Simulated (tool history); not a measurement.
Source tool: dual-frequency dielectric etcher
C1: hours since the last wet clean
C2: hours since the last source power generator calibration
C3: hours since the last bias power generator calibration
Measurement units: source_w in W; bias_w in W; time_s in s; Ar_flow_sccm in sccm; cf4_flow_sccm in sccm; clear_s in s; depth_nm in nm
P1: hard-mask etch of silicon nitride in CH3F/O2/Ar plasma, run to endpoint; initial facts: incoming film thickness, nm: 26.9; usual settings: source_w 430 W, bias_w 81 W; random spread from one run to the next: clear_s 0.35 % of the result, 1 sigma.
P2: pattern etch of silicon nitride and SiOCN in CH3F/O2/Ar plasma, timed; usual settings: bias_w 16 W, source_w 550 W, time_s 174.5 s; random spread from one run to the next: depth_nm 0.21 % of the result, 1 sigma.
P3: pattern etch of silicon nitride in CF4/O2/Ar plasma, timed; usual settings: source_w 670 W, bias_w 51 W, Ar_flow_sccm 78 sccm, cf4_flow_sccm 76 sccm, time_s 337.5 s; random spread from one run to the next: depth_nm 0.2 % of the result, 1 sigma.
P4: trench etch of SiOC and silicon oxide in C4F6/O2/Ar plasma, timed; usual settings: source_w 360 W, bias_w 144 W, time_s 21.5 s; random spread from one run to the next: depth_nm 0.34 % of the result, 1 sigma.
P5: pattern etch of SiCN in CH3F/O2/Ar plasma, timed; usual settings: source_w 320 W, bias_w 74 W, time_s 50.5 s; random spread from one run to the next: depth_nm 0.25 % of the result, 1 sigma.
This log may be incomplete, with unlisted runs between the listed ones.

{"run": 1, "hour": 7.8, "process": "P1", "source_w": 430, "bias_w": 81, "C1": 275.3, "C2": 432.4, "C3": 2005.4, "clear_s": 37.343}
{"run": 2, "hour": 14.1, "process": "P4", "source_w": 360, "bias_w": 144, "time_s": 21.5, "C1": 281.6, "C2": 438.7, "C3": 2011.7, "depth_nm": 38.247}
{"run": 3, "hour": 19.4, "process": "P1", "source_w": 510, "bias_w": 102, "C1": 286.9, "C2": 444, "C3": 2017, "clear_s": 32.393}
{"hour": 23.9, "done": "source power generator calibrated"}
{"run": 4, "hour": 24.1, "process": "P3", "source_w": 670, "bias_w": 51, "time_s": 337.5, "Ar_flow_sccm": 78, "cf4_flow_sccm": 76, "C1": 291.6, "C2": 0.2, "C3": 2021.7, "depth_nm": 837.33}
{"run": 5, "hour": 27.6, "process": "P4", "source_w": 500, "bias_w": 144, "time_s": 21.5, "C1": 295.1, "C2": 3.7, "C3": 2025.2, "depth_nm": 43.563}
{"run": 6, "hour": 33.5, "process": "P3", "source_w": 670, "bias_w": 34, "time_s": 337.5, "Ar_flow_sccm": 78, "cf4_flow_sccm": 76, "C1": 301, "C2": 9.6, "C3": 2031.1, "depth_nm": 728.17}
{"run": 7, "hour": 38.8, "process": "P1", "source_w": 430, "bias_w": 81, "C1": 306.3, "C2": 14.9, "C3": 2036.4, "clear_s": 37.443}
{"run": 8, "hour": 42.9, "process": "P5", "source_w": 320, "bias_w": 56, "time_s": 50.5, "C1": 310.4, "C2": 19, "C3": 2040.5, "depth_nm": 16.281}
{"run": 9, "hour": 48.4, "process": "P1", "source_w": 430, "bias_w": 81, "C1": 315.9, "C2": 24.5, "C3": 2046, "clear_s": 37.396}
{"run": 10, "hour": 54.5, "process": "P1", "source_w": 570, "bias_w": 81, "C1": 322, "C2": 30.6, "C3": 2052.1, "clear_s": 33.607}
{"run": 11, "hour": 62.5, "process": "P3", "source_w": 670, "bias_w": 51, "time_s": 337.5, "Ar_flow_sccm": 78, "cf4_flow_sccm": 76, "C1": 330, "C2": 38.6, "C3": 2060.1, "depth_nm": 839.56}
{"run": 12, "hour": 67.2, "process": "P3", "source_w": 670, "bias_w": 51, "time_s": 337.5, "Ar_flow_sccm": 78, "cf4_flow_sccm": 94, "C1": 334.7, "C2": 43.3, "C3": 2064.8, "depth_nm": 860.53}
{"run": 13, "hour": 75.2, "process": "P5", "source_w": 320, "bias_w": 74, "time_s": 32.5, "C1": 342.7, "C2": 51.3, "C3": 2072.8, "depth_nm": 11.564}
{"run": 14, "hour": 80.3, "process": "P5", "source_w": 220, "bias_w": 74, "time_s": 50.5, "C1": 347.8, "C2": 56.4, "C3": 2077.9, "depth_nm": 15.549}
{"run": 15, "hour": 84.6, "process": "P3", "source_w": 670, "bias_w": 51, "time_s": 337.5, "Ar_flow_sccm": 96, "cf4_flow_sccm": 76, "C1": 352.1, "C2": 60.7, "C3": 2082.2, "depth_nm": 814.3}
{"run": 16, "hour": 90.9, "process": "P3", "source_w": 670, "bias_w": 51, "time_s": 494.5, "Ar_flow_sccm": 78, "cf4_flow_sccm": 76, "C1": 358.4, "C2": 67, "C3": 2088.5, "depth_nm": 1229.2}
{"run": 17, "hour": 96.7, "process": "P2", "source_w": 550, "bias_w": 16, "time_s": 174.5, "C1": 364.2, "C2": 72.8, "C3": 2094.3, "depth_nm": 23.052}
{"run": 18, "hour": 103.5, "process": "P1", "source_w": 250, "bias_w": 81, "C1": 371, "C2": 79.6, "C3": 2101.1, "clear_s": 45.993}
{"run": 19, "hour": 108.6, "process": "P5", "source_w": 320, "bias_w": 74, "time_s": 50.5, "C1": 376.1, "C2": 84.7, "C3": 2106.2, "depth_nm": 17.911}
{"run": 20, "hour": 116.3, "process": "P4", "source_w": 360, "bias_w": 144, "time_s": 16, "C1": 383.8, "C2": 92.4, "C3": 2113.9, "depth_nm": 28.438}
{"run": 21, "hour": 124.5, "process": "P3", "source_w": 430, "bias_w": 51, "time_s": 337.5, "Ar_flow_sccm": 78, "cf4_flow_sccm": 76, "C1": 392, "C2": 100.6, "C3": 2122.1, "depth_nm": 569.82}

Predict the results of run 22:
{"run": 22, "hour": 132.5, "process": "P2", "source_w": 550, "bias_w": 10, "time_s": 174.5, "C1": 400, "C2": 108.6, "C3": 2130.1, "depth_nm": "?"}

{"run 22": {"depth_nm": 19.365}}
